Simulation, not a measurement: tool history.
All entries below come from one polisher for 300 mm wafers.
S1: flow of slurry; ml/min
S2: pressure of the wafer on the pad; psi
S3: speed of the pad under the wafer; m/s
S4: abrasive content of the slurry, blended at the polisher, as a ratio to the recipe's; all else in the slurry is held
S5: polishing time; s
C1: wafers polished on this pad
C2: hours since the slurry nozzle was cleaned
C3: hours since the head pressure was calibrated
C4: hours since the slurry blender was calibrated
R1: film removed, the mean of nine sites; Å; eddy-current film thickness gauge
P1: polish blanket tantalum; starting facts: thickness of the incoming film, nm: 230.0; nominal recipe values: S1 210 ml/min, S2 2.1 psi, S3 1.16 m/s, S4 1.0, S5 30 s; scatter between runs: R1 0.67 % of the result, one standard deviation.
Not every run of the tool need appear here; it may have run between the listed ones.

Run 1, hour 5.2: S1 210 ml/min, S2 2.1 psi, S3 1.16 m/s, S4 1.0, S5 30 s; C1 435; C2 287.4; C3 823.8; C4 210.7. Result: R1 676.95 Å.
Run 2, hour 8.7: S1 210 ml/min, S2 3.1 psi, S3 1.16 m/s, S4 1.0, S5 30 s; C1 465; C2 290.9; C3 827.3; C4 214.2. Result: R1 990.28 Å.
Run 3, hour 12.7: S1 210 ml/min, S2 2.1 psi, S3 1.54 m/s, S4 1.0, S5 30 s; C1 500; C2 294.9; C3 831.3; C4 218.2. Result: R1 897.63 Å.
Run 4, hour 17.4: S1 210 ml/min, S2 2.1 psi, S3 1.16 m/s, S4 1.0, S5 14 s; C1 540; C2 299.6; C3 836.0; C4 222.9. Result: R1 315.87 Å.
Run 5, hour 22.3: S1 210 ml/min, S2 2.1 psi, S3 1.16 m/s, S4 1.0, S5 30 s; C1 583; C2 304.5; C3 840.9; C4 227.8. Result: R1 682.07 Å.
Run 6, hour 25.9: S1 125 ml/min, S2 2.1 psi, S3 1.16 m/s, S4 1.0, S5 30 s; C1 614; C2 308.1; C3 844.5; C4 231.4. Result: R1 620.50 Å.
Run 7, hour 28.9: S1 210 ml/min, S2 2.1 psi, S3 1.66 m/s, S4 1.0, S5 43 s; C1 640; C2 311.1; C3 847.5; C4 234.4. Result: R1 1384.70 Å.
Run 8, hour 31.4: S1 210 ml/min, S2 2.1 psi, S3 0.52 m/s, S4 1.0, S5 30 s; C1 661; C2 313.6; C3 850.0; C4 236.9. Result: R1 301.36 Å.
Run 9, hour 34.6: S1 210 ml/min, S2 2.1 psi, S3 1.16 m/s, S4 1.0, S5 30 s; C1 689; C2 316.8; C3 853.2; C4 240.1. Result: R1 674.88 Å.
Run 10, hour 37.3: S1 210 ml/min, S2 2.1 psi, S3 1.16 m/s, S4 1.0, S5 46 s; C1 712; C2 319.5; C3 855.9; C4 242.8. Result: R1 1035.00 Å.
Run 11, hour 40.5: S1 210 ml/min, S2 2.1 psi, S3 1.16 m/s, S4 1.0, S5 30 s; C1 740; C2 322.7; C3 859.1; C4 246.0. Result: R1 678.25 Å.
Run 12, hour 45.4: S1 210 ml/min, S2 1.1 psi, S3 1.16 m/s, S4 1.0, S5 30 s; C1 782; C2 327.6; C3 864.0; C4 250.9. Result: R1 356.22 Å.
Run 13, hour 49.4: S1 210 ml/min, S2 2.1 psi, S3 1.16 m/s, S4 0.5, S5 30 s; C1 817; C2 331.6; C3 868.0; C4 254.9. Result: R1 523.11 Å.
Run 14, hour 52.2: S1 135 ml/min, S2 2.1 psi, S3 1.16 m/s, S4 1.0, S5 18 s; C1 841; C2 334.4; C3 870.8; C4 257.7. Result: R1 375.75 Å.
Run 15, hour 55.7: S1 150 ml/min, S2 1.3 psi, S3 1.16 m/s, S4 1.0, S5 30 s; C1 871; C2 337.9; C3 874.3; C4 261.2. Result: R1 397.46 Å.
Run 16, hour 58.2: S1 210 ml/min, S2 2.1 psi, S3 1.16 m/s, S4 1.4, S5 30 s; C1 892; C2 340.4; C3 876.8; C4 263.7. Result: R1 730.10 Å.
Run 17, hour 63.1: S1 305 ml/min, S2 2.1 psi, S3 1.16 m/s, S4 1.0, S5 30 s; C1 935; C2 345.3; C3 881.7; C4 268.6. Result: R1 704.63 Å.

Run 18, settings as shown, results not yet in. Your forecast:
Run 18, hour 68.0: S1 210 ml/min, S2 2.1 psi, S3 1.16 m/s, S4 1.0, S5 30 s; C1 977; C2 350.2; C3 886.6; C4 273.5. Result: R1 ?.

{"run 18": {"R1": 681.33}}

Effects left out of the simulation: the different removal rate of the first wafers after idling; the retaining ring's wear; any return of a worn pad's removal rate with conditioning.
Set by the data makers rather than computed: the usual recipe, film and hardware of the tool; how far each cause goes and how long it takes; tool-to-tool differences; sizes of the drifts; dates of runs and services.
